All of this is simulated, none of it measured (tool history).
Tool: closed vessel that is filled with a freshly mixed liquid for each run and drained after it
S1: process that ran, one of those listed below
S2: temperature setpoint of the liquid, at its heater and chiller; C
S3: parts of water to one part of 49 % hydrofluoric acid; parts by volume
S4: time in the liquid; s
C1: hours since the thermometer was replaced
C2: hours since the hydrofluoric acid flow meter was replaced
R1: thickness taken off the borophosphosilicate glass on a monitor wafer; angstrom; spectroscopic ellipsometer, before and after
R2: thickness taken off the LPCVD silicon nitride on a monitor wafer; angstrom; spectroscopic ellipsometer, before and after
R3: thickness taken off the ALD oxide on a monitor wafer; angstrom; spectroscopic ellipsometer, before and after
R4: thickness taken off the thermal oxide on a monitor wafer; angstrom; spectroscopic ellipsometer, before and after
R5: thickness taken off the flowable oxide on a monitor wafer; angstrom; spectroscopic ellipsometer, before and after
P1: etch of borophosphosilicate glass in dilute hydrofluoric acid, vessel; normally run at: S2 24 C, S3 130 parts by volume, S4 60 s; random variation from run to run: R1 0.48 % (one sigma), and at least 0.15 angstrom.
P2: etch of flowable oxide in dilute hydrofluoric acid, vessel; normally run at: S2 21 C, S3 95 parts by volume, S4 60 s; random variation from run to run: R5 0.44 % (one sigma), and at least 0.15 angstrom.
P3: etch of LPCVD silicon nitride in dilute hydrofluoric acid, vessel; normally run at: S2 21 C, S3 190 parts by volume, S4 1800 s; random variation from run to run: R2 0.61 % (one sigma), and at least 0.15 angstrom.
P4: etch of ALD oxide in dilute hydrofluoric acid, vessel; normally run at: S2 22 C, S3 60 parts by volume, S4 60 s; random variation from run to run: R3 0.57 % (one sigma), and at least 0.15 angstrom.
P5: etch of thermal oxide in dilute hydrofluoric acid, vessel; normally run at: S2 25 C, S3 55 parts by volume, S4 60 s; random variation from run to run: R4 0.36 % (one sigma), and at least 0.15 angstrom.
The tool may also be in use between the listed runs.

run   hour  S1    S2   S3    S4     C1     C2      R1      R2      R3      R4      R5
  1    5.1  P1    24  130    60  670.2  310.4   245.6
  2     14  P3    21  190  1800  679.1  319.3          40.211
  3   23.4  P4  27.5   60    60  688.5  328.7                  202.04
  4   31.9  P3    21  120  1800    697  337.2          63.505
  5   38.6  P1    24   35    60  703.7  343.9  1019.4
  6   45.9  P4    22  105    60    711  351.2                   88.26
  7   50.9  P1    24  130    60    716  356.2  244.06
  8   58.9  P4    22   60    30    724  364.2                  81.988
  9   66.9  P5    25   55    60    732  372.2                          58.025
 10   73.8  P3    21  190  3020  738.9  379.1          67.778
 11   80.7  P1    24  130    60  745.8    386  245.16
 12   86.9  P3  26.5  190  1800    752  392.2           57.08
 13   96.6  P5  20.5   55    60  761.7  401.9                          48.179
 14  105.7  P2    21   95    95  770.8    411                                  385.59
 15    115  P4    22   60    60  780.1  420.3                  164.43
 16    125  P1    24  130    30  790.1  430.3   122.8
 17  131.8  P5    25   55    30  796.9  437.1                          29.214
 18  138.7  P1    24  200    60  803.8    444  147.81
 19  150.2  P2    21   95    60  815.3  455.5                                  243.97

Forecast run 20:
 20  160.8  P1  24  130  60  825.9  466.1   ?

Run 20 gave R1 243.18 angstrom.
